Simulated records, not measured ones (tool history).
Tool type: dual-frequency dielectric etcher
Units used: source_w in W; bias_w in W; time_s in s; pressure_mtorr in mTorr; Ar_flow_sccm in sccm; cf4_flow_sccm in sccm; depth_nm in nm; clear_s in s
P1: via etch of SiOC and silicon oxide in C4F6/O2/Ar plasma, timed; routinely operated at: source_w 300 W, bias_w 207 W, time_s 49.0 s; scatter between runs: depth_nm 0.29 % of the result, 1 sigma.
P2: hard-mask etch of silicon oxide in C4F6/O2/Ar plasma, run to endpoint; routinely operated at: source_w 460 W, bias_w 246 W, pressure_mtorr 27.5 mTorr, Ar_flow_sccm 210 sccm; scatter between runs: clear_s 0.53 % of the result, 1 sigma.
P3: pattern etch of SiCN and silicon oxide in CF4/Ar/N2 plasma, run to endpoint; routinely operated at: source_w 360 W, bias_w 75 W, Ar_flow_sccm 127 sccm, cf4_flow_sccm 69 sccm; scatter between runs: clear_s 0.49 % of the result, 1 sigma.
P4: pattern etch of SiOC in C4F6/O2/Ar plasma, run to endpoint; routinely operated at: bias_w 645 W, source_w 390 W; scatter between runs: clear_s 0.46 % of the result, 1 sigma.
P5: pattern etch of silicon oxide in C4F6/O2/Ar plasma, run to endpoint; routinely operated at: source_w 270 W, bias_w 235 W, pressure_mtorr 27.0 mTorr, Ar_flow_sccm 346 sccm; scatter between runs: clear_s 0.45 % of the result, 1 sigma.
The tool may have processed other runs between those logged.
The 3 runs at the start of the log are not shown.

run	hour	process	source_w	bias_w	time_s	pressure_mtorr	Ar_flow_sccm	cf4_flow_sccm	depth_nm	clear_s
4	54.5	P3	360	75			78	69		23.3460
5	64.1	P1	300	207	35.0				38.150	
6	73.4	P1	300	207	49.0				53.927	
7	86.1	P5	270	235		27.0	346			9.3106
8	97.6	P4	300	645						11.4130
9	114.5	P2	640	246		27.5	210			60.9390
10	132.2	P1	420	145	49.0				54.483	
11	148.4	P1	370	207	49.0				58.207	
12	157.1	P4	390	645						10.3010
13	175.3	P3	270	75			127	69		32.2620
14	190.2	P5	270	309		27.0	346			8.4669
15	206.7	P1	300	259	38.5				45.726	
16	221.5	P1	220	207	49.0				47.858	
17	238.6	P1	300	207	49.0				53.663	
18	249.6	P3	360	75			127	51		26.3010
19	266.1	P3	360	75			127	69		25.0580
20	282.9	P1	300	207	49.0				53.918	
21	295.6	P2	460	246		39.0	210			72.1130
22	308.3	P1	300	207	49.0				53.965	
23	322.9	P5	180	235		27.0	346			10.8530
24	338.5	P2	460	246		27.5	210			68.6890
25	353.5	P3	360	44			127	69		30.1970
26	364.3	P1	300	290	49.0				60.487	
27	382.2	P1	300	167	49.0				50.344	
28	393.1	P1	300	287	62.5				76.825	

The next listed run, before its measurement:
29	407.4	P4	390	645						?

{"run 29": {"clear_s": 10.342}}
